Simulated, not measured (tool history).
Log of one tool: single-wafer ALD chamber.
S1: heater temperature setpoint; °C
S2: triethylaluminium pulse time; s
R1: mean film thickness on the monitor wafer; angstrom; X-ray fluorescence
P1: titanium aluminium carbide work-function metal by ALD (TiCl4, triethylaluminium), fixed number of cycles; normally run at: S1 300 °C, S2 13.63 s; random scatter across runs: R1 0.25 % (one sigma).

run	hour	S1	S2	R1
1	6.6	300	13.63	21.128
2	10.7	300	4.86	17.213
3	17.3	300	13.63	21.105
4	21.5	300	13.63	21.032
5	27.4	317	13.63	22.699
6	31.1	280	13.63	19.279
7	38.0	300	19.73	21.260
8	44.9	300	13.63	21.133
9	49.0	300	13.63	21.028
10	53.3	300	13.63	21.011
11	58.4	311	19.20	22.243
12	63.6	319	7.30	21.231
13	70.7	300	13.63	21.101
14	75.0	300	13.63	21.060
15	81.7	300	13.63	20.860
16	89.0	300	13.63	20.867
17	94.4	300	13.63	20.762
18	100.7	300	13.63	20.693
19	103.9	300	13.63	20.815
20	109.5	300	13.63	20.726
21	115.8	300	13.63	20.783
22	122.5	300	13.63	20.707
23	126.4	300	13.63	20.689
24	129.8	300	13.63	20.713

P1 no longer gives what it gave before; its output has crept away from where it was. The following 2 causes, each at its listed size, fit the log equally well:
A: triethylaluminium dose below that of a fresh bottle (%) = 23.2
B: wafer temperature below the value expected at the setpoint (K) = 4.17
The gradual shift began around hour 70.7.

Each of the 4 check runs below uses one wafer; its results are left as question marks. Which run tells the causes apart?
check 1	133.2	286	13.63	?
check 2	133.2	313	13.63	?
check 3	133.2	288	9.86	?
check 4	133.2	288	13.63	?

What every check run would give for each of its results, assuming each possible cause in turn:
check	result	if A	if B
check 1	R1	19.441	19.424
check 2	R1	21.867	21.885
check 3	R1	18.683	19.124
check 4	R1	19.619	19.604
Per-check spread between the two closest causes, in the result where they differ most: check 1 0.09 %; check 2 0.09 %; check 3 2.33 %; check 4 0.07 %
Only in check 3 would the causes give clearly different results; in the remaining checks their results would be nearly the same.

After running check 3, the following was obtained: R1 18.684 angstrom. Which cause does this point to?

It is A: triethylaluminium dose below that of a fresh bottle (%).
